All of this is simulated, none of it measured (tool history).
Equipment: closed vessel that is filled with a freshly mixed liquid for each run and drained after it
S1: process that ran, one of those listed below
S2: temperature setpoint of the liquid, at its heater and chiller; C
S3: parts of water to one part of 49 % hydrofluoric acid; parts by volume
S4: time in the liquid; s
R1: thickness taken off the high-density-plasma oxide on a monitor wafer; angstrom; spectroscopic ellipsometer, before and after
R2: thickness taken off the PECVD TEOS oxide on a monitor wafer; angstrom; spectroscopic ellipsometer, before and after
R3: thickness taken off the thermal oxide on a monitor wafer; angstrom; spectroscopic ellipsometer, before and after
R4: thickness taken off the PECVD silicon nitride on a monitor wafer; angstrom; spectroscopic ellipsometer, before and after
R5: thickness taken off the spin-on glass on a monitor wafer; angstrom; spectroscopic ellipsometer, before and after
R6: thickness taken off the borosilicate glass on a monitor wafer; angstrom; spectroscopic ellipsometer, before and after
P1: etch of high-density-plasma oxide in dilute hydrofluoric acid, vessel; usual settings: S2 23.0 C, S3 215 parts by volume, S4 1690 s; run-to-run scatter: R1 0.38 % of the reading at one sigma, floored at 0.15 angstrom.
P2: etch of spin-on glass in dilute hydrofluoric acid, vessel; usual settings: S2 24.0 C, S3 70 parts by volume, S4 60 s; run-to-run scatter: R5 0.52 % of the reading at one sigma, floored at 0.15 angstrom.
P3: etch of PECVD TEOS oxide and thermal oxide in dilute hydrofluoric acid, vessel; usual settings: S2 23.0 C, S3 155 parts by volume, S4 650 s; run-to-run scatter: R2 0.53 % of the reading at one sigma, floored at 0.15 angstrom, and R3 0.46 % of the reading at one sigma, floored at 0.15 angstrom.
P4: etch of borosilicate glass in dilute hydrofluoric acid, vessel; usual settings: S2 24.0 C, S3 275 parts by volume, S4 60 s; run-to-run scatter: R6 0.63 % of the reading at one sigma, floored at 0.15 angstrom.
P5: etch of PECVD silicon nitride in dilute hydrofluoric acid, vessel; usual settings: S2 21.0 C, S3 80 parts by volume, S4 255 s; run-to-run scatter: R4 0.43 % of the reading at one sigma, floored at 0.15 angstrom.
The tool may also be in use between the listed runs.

run	hour	S1	S2	S3	S4	R1	R2	R3	R4	R5	R6
1	3.9	P1	23.0	215	1690	376.92					
2	11.6	P3	23.0	235	650		195.800	112.740			
3	16.5	P1	23.0	215	1690	378.17					
4	24.3	P5	21.0	80	255				82.383		
5	31.7	P3	23.0	155	30		14.937	8.641			
6	38.4	P5	21.0	80	65				21.167		
7	45.6	P1	23.0	215	820	184.54					
8	53.9	P1	23.0	130	1690	682.47					
9	59.0	P1	23.0	315	1690	230.78					
10	66.3	P1	23.0	215	1690	376.30					
11	72.6	P1	30.5	285	1690	342.06					
12	80.4	P1	23.0	215	2755	612.10					
13	84.2	P1	23.0	215	1690	376.79					
14	90.2	P3	23.0	155	650		325.470	185.410			
15	96.7	P2	24.0	125	60					190.15	
16	102.8	P4	24.0	275	60						46.984
17	108.6	P4	24.0	275	30						23.674
18	112.5	P5	17.0	80	255				61.937		
19	116.2	P1	23.0	215	1690	377.73					
20	123.6	P1	23.0	215	1690	379.63					
21	129.9	P2	31.0	70	60					483.31	
22	134.7	P3	23.0	155	650		322.250	185.360			
23	138.4	P1	23.0	75	175	131.43					
24	146.3	P4	24.0	385	60						30.270
25	153.4	P1	27.5	215	1690	443.28					
26	160.0	P1	17.0	215	1690	299.66					
27	163.8	P4	31.5	275	60						60.818
28	168.4	P2	24.0	70	35					215.53	
29	175.4	P3	28.0	155	650		389.180	222.570			
30	182.0	P5	21.0	125	255				53.258		
31	189.1	P2	24.0	70	60					367.77	
32	194.4	P1	17.0	355	1690	160.77					
33	198.6	P1	23.0	215	1690	377.59					
34	205.9	P1	23.0	215	1690	365.32					
35	214.0	P1	23.0	215	1690	358.60					
36	220.1	P1	23.0	215	1690	354.55					
37	224.8	P1	23.0	215	1690	354.40					
38	233.1	P1	23.0	215	1690	353.33					
39	240.7	P1	23.0	215	1690	350.55					

The log shows P1 creeping away from where it was. Any of the 2 causes listed here, at the size stated for it, fits the log just as well as the others:
A: hydrofluoric acid flow below the setpoint (%) = 5.48
B: liquid colder than its thermometer reads (K) = 1.85
The drift started at roughly hour 198.6.

Below are 4 check runs, each on a single wafer, with their results shown as question marks. Which of them would tell the listed causes apart, meaning the causes would give clearly different results under it?
check 1	248.3	P5	17.5	80	145				?		
check 2	248.3	P4	27.5	360	60						?
check 3	248.3	P3	23.0	155	245		?	?			
check 4	248.3	P2	30.0	70	35					?	

Expected result of each check under each candidate cause:
check	result	if A	if B
check 1	R4	34.676	32.148
check 2	R6	34.561	35.147
check 3	R2	113.670	113.040
check 3	R3	65.393	65.029
check 4	R5	255.81	253.42
Minimum pairwise separation of causes per check, each pair taken at its best-separating result: check 1 7.57 %; check 2 1.68 %; check 3 0.56 %; check 4 0.94 %
The causes can be told apart only by check 1. The other checks would give nearly the same results under each of them.

Then check 1 was run and gave: R4 31.986 angstrom. Which cause is it?

B is the cause: liquid colder than its thermometer reads (K).

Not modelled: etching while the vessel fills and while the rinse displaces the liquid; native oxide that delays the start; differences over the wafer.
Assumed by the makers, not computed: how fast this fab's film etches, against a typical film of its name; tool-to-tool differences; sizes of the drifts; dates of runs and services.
